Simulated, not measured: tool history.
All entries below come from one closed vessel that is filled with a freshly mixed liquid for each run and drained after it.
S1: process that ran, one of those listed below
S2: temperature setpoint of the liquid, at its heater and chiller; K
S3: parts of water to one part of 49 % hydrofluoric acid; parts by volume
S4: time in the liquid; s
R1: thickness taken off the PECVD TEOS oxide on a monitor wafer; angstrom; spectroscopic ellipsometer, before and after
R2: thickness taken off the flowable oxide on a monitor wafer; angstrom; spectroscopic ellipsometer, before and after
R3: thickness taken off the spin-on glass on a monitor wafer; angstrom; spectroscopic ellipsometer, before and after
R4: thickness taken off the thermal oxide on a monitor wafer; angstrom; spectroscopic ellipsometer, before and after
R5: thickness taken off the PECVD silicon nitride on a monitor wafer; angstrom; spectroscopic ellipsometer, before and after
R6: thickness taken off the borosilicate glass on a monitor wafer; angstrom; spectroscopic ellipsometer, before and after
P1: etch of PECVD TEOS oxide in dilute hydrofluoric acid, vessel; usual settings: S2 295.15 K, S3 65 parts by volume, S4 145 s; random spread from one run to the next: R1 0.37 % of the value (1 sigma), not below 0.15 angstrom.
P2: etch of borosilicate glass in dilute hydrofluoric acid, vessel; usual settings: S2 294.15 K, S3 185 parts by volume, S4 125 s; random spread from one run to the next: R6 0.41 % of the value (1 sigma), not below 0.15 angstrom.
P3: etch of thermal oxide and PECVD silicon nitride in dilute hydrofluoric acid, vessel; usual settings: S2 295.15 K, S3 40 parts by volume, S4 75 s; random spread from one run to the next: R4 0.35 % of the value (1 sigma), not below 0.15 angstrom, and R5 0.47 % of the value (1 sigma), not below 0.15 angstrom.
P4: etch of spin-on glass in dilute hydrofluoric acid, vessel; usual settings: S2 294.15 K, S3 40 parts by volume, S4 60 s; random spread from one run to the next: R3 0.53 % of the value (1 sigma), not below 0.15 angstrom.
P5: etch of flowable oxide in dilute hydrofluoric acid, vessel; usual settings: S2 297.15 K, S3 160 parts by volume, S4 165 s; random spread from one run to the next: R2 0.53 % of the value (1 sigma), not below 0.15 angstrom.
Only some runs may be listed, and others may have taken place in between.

| run | hour | S1 | S2 | S3 | S4 | R1 | R2 | R3 | R4 | R5 | R6 |
|---|---|---|---|---|---|---|---|---|---|---|---|
| 1 | 7.1 | P1 | 295.15 | 65 | 145 | 188.87 |  |  |  |  |  |
| 2 | 17.3 | P1 | 295.15 | 35 | 145 | 362.21 |  |  |  |  |  |
| 3 | 27.1 | P5 | 297.15 | 160 | 165 |  | 232.550 |  |  |  |  |
| 4 | 38.4 | P4 | 294.15 | 40 | 30 |  |  | 149.52 |  |  |  |
| 5 | 44.6 | P5 | 297.15 | 100 | 165 |  | 402.850 |  |  |  |  |
| 6 | 51.4 | P1 | 295.15 | 65 | 145 | 188.65 |  |  |  |  |  |
| 7 | 61.0 | P1 | 295.15 | 65 | 145 | 189.23 |  |  |  |  |  |
| 8 | 69.8 | P1 | 295.15 | 65 | 80 | 103.72 |  |  |  |  |  |
| 9 | 74.8 | P3 | 295.15 | 40 | 75 |  |  |  | 89.281 | 52.547 |  |
| 10 | 80.2 | P1 | 303.65 | 65 | 145 | 264.86 |  |  |  |  |  |
| 11 | 89.0 | P4 | 294.15 | 20 | 60 |  |  | 621.82 |  |  |  |
| 12 | 97.9 | P4 | 294.15 | 40 | 60 |  |  | 301.04 |  |  |  |
| 13 | 109.3 | P5 | 297.15 | 160 | 30 |  | 42.628 |  |  |  |  |
| 14 | 116.9 | P3 | 295.15 | 40 | 30 |  |  |  | 35.690 | 20.540 |  |
| 15 | 123.5 | P5 | 297.15 | 160 | 165 |  | 235.960 |  |  |  |  |
| 16 | 129.4 | P4 | 301.65 | 40 | 60 |  |  | 409.11 |  |  |  |
| 17 | 135.1 | P5 | 290.65 | 160 | 165 |  | 181.830 |  |  |  |  |
| 18 | 144.5 | P2 | 294.15 | 185 | 125 |  |  |  |  |  | 115.110 |
| 19 | 154.7 | P1 | 290.15 | 65 | 145 | 153.13 |  |  |  |  |  |
| 20 | 161.0 | P2 | 294.15 | 85 | 125 |  |  |  |  |  | 280.560 |
| 21 | 169.0 | P3 | 295.15 | 70 | 75 |  |  |  | 48.826 | 30.219 |  |
| 22 | 179.4 | P1 | 291.15 | 65 | 250 | 273.54 |  |  |  |  |  |
| 23 | 188.7 | P1 | 295.15 | 100 | 145 | 118.28 |  |  |  |  |  |
| 24 | 198.0 | P2 | 290.15 | 185 | 125 |  |  |  |  |  | 99.197 |
| 25 | 205.7 | P2 | 294.15 | 185 | 30 |  |  |  |  |  | 27.676 |
| 26 | 213.6 | P1 | 295.15 | 65 | 145 | 188.88 |  |  |  |  |  |
| 27 | 220.3 | P1 | 295.15 | 65 | 145 | 189.17 |  |  |  |  |  |
| 28 | 228.8 | P3 | 299.65 | 40 | 75 |  |  |  | 108.490 | 70.575 |  |
| 29 | 238.4 | P1 | 300.15 | 25 | 145 | 636.60 |  |  |  |  |  |
| 30 | 245.4 | P1 | 295.15 | 65 | 285 | 372.60 |  |  |  |  |  |
| 31 | 252.5 | P3 | 295.15 | 40 | 75 |  |  |  | 90.109 | 52.278 |  |
| 32 | 259.0 | P1 | 295.15 | 65 | 145 | 188.41 |  |  |  |  |  |
| 33 | 267.3 | P1 | 295.15 | 65 | 145 | 185.81 |  |  |  |  |  |
| 34 | 276.6 | P1 | 295.15 | 65 | 145 | 181.19 |  |  |  |  |  |
| 35 | 281.7 | P1 | 295.15 | 65 | 145 | 179.85 |  |  |  |  |  |
| 36 | 288.5 | P1 | 295.15 | 65 | 145 | 180.42 |  |  |  |  |  |
| 37 | 297.2 | P1 | 295.15 | 65 | 145 | 178.26 |  |  |  |  |  |
| 38 | 304.2 | P1 | 295.15 | 65 | 145 | 177.55 |  |  |  |  |  |
| 39 | 314.5 | P1 | 295.15 | 65 | 145 | 178.20 |  |  |  |  |  |
| 40 | 321.4 | P1 | 295.15 | 65 | 145 | 177.54 |  |  |  |  |  |
| 41 | 330.4 | P1 | 295.15 | 65 | 145 | 177.11 |  |  |  |  |  |
| 42 | 337.9 | P1 | 295.15 | 65 | 145 | 176.97 |  |  |  |  |  |

Compared with where it was, what P1 gives has crept away. Each cause listed below fits the log as well as the rest, at the size given for it:
A: hydrofluoric acid flow below the setpoint (%) = 5.79
B: liquid colder than its thermometer reads (K) = 1.56
The onset of the drift is placed at about hour 259.0.

Of the 4 check runs below, each run on 2 wafers with the results averaged and each result still a question mark, which one would tell the listed causes apart?
| check 1 | 345.4 | P5 | 293.15 | 160 | 50 |  | ? |  |  |  |  |
| check 2 | 345.4 | P2 | 290.65 | 100 | 125 |  |  |  |  |  | ? |
| check 3 | 345.4 | P4 | 300.65 | 25 | 60 |  |  | ? |  |  |  |
| check 4 | 345.4 | P3 | 295.15 | 40 | 35 |  |  |  | ? | ? |  |

Outcome of each check run for each possible cause:
| check | result | if A | if B |
|---|---|---|---|
| check 1 | R2 | 56.802 | 57.229 |
| check 2 | R6 | 189.720 | 189.740 |
| check 3 | R3 | 605.88 | 604.54 |
| check 4 | R4 | 39.198 | 39.068 |
| check 4 | R5 | 22.935 | 21.819 |
Per-check spread between the two closest causes, in the result where they differ most: check 1 0.75 %; check 2 0.01 %; check 3 0.22 %; check 4 4.99 %
Of the check runs offered, only check 4 discriminates between the causes; the rest would read about the same regardless of which cause applies.

With check 4 done, the readings were: R4 39.099 angstrom; R5 21.947 angstrom. Identify which of the listed causes applies.

The cause is B: liquid colder than its thermometer reads (K).
